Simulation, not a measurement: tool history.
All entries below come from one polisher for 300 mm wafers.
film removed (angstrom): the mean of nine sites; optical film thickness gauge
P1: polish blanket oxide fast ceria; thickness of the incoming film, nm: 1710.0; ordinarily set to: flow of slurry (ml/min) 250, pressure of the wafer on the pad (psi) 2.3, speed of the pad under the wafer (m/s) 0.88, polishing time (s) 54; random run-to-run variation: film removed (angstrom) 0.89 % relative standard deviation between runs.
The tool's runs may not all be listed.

run	day	flow of slurry (ml/min)	pressure of the wafer on the pad (psi)	speed of the pad under the wafer (m/s)	polishing time (s)	wafers polished on this pad	hours since the slurry nozzle was cleaned	hours since the head pressure was calibrated	film removed (angstrom)
1	0.758	250	2.3	0.88	54	322	181.7	440.9	6167.5
2	1.333	250	2.3	0.40	54	435	195.5	454.7	2872.0
3	1.992	250	2.3	1.36	54	565	211.3	470.5	9918.8
4	2.442	150	2.3	0.88	54	653	222.1	481.3	5951.6
5	3.229	250	2.3	0.88	85	808	241.0	500.2	10056.0
6	3.900	250	1.3	0.88	54	940	257.1	516.3	3574.2
7	4.388	250	2.3	0.58	73	1036	268.8	528.0	5653.2
8	4.821	250	3.4	0.88	54	1121	279.2	538.4	9318.3
9	5.575	250	2.3	0.88	54	1269	297.3	556.5	6366.3
10	6.258	250	2.3	0.88	54	1403	313.7	572.9	6287.9
11	6.888	250	2.3	0.68	66	1527	328.8	588.0	5925.0
12	7.379	320	2.3	0.88	54	1623	340.6	599.8	6453.3
13	8.083	250	2.3	0.88	29	1762	357.5	616.7	3412.5
14	8.800	250	2.3	0.88	54	1903	374.7	633.9	6418.8
15	9.183	250	2.3	0.88	54	1978	383.9	643.1	6359.5
16	9.867	250	3.4	1.36	54	2112	400.3	659.5	14343.0
17	10.246	250	2.3	0.88	54	2187	409.4	668.6	6350.4
18	10.775	250	2.3	0.88	54	2291	422.1	681.3	6137.3

Predict the results of run 19:
19	11.212	250	2.3	0.88	54	2377	432.6	691.8	?

{"run 19": {"film removed (angstrom)": 6079.6}}
